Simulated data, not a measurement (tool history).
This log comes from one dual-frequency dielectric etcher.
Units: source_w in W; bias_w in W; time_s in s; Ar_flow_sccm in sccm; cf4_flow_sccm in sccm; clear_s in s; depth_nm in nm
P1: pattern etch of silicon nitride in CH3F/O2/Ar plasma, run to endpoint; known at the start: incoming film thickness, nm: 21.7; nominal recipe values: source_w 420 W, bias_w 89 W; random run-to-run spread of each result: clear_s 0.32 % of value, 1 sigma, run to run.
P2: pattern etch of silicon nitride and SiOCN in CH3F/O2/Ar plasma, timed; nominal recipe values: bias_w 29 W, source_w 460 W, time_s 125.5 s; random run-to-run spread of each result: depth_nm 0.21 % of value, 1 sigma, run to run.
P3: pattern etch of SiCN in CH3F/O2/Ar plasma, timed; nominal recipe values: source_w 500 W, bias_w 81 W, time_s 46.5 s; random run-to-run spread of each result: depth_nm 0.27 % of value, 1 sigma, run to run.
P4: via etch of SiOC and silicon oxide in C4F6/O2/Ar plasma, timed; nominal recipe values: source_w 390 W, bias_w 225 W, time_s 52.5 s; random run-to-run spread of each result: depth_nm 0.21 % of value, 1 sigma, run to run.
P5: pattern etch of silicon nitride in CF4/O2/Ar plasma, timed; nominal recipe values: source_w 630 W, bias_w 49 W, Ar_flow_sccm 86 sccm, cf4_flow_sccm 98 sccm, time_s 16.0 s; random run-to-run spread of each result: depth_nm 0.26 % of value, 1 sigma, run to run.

Run 1, hour 7.8: process P1, source_w 420 W, bias_w 89 W. Result: clear_s 29.140 s.
Run 2, hour 13.1: process P4, source_w 540 W, bias_w 225 W, time_s 52.5 s. Result: depth_nm 72.417 nm.
Run 3, hour 19.8: process P5, source_w 630 W, bias_w 49 W, time_s 16.0 s, Ar_flow_sccm 55 sccm, cf4_flow_sccm 98 sccm. Result: depth_nm 39.153 nm.
Run 4, hour 29.9: process P1, source_w 420 W, bias_w 89 W. Result: clear_s 29.081 s.
Run 5, hour 36.7: process P1, source_w 330 W, bias_w 89 W. Result: clear_s 31.864 s.
Run 6, hour 47.1: process P2, source_w 460 W, bias_w 29 W, time_s 70.5 s. Result: depth_nm 11.310 nm.
Run 7, hour 58.7: process P4, source_w 390 W, bias_w 225 W, time_s 52.5 s. Result: depth_nm 64.357 nm.
Run 8, hour 65.2: process P4, source_w 390 W, bias_w 225 W, time_s 52.5 s. Result: depth_nm 64.163 nm.
Run 9, hour 71.6: process P3, source_w 500 W, bias_w 81 W, time_s 46.5 s. Result: depth_nm 19.516 nm.
Run 10, hour 81.5: process P1, source_w 420 W, bias_w 89 W. Result: clear_s 29.104 s.
Run 11, hour 90.7: process P3, source_w 500 W, bias_w 81 W, time_s 62.0 s. Result: depth_nm 26.139 nm.
Run 12, hour 100.4: process P5, source_w 630 W, bias_w 49 W, time_s 16.0 s, Ar_flow_sccm 86 sccm, cf4_flow_sccm 98 sccm. Result: depth_nm 37.435 nm.
Run 13, hour 110.0: process P5, source_w 630 W, bias_w 49 W, time_s 9.0 s, Ar_flow_sccm 86 sccm, cf4_flow_sccm 98 sccm. Result: depth_nm 21.007 nm.
Run 14, hour 115.7: process P2, source_w 460 W, bias_w 18 W, time_s 125.5 s. Result: depth_nm 16.362 nm.
Run 15, hour 126.2: process P1, source_w 420 W, bias_w 109 W. Result: clear_s 26.857 s.
Run 16, hour 133.0: process P2, source_w 550 W, bias_w 29 W, time_s 125.5 s. Result: depth_nm 21.355 nm.
Run 17, hour 139.7: process P3, source_w 500 W, bias_w 104 W, time_s 46.5 s. Result: depth_nm 21.464 nm.
Run 18, hour 149.2: process P5, source_w 630 W, bias_w 66 W, time_s 16.0 s, Ar_flow_sccm 86 sccm, cf4_flow_sccm 98 sccm. Result: depth_nm 41.873 nm.
Run 19, hour 155.5: process P1, source_w 580 W, bias_w 89 W. Result: clear_s 25.711 s.
Run 20, hour 163.4: process P1, source_w 420 W, bias_w 89 W. Result: clear_s 29.021 s.
Run 21, hour 168.7: process P3, source_w 330 W, bias_w 81 W, time_s 46.5 s. Result: depth_nm 16.627 nm.
Run 22, hour 179.1: process P5, source_w 490 W, bias_w 49 W, time_s 16.0 s, Ar_flow_sccm 86 sccm, cf4_flow_sccm 98 sccm. Result: depth_nm 29.979 nm.
Run 23, hour 185.4: process P5, source_w 630 W, bias_w 49 W, time_s 16.0 s, Ar_flow_sccm 86 sccm, cf4_flow_sccm 98 sccm. Result: depth_nm 37.384 nm.
Run 24, hour 191.2: process P5, source_w 630 W, bias_w 49 W, time_s 16.0 s, Ar_flow_sccm 86 sccm, cf4_flow_sccm 72 sccm. Result: depth_nm 35.789 nm.
Run 25, hour 201.4: process P4, source_w 390 W, bias_w 225 W, time_s 70.0 s. Result: depth_nm 85.440 nm.
Run 26, hour 212.9: process P1, source_w 550 W, bias_w 59 W. Result: clear_s 30.129 s.
Run 27, hour 220.2: process P1, source_w 420 W, bias_w 67 W. Result: clear_s 32.026 s.
Run 28, hour 228.3: process P1, source_w 420 W, bias_w 89 W. Result: clear_s 28.950 s.
Run 29, hour 239.0: process P4, source_w 390 W, bias_w 318 W, time_s 52.5 s. Result: depth_nm 72.417 nm.
Run 30, hour 250.6: process P2, source_w 460 W, bias_w 29 W, time_s 125.5 s. Result: depth_nm 20.137 nm.

Estimate the outcome of run 31 from the log above:
Run 31, hour 256.9: process P1, source_w 490 W, bias_w 57 W. Result: clear_s ?.

{"run 31": {"clear_s": 31.78}}
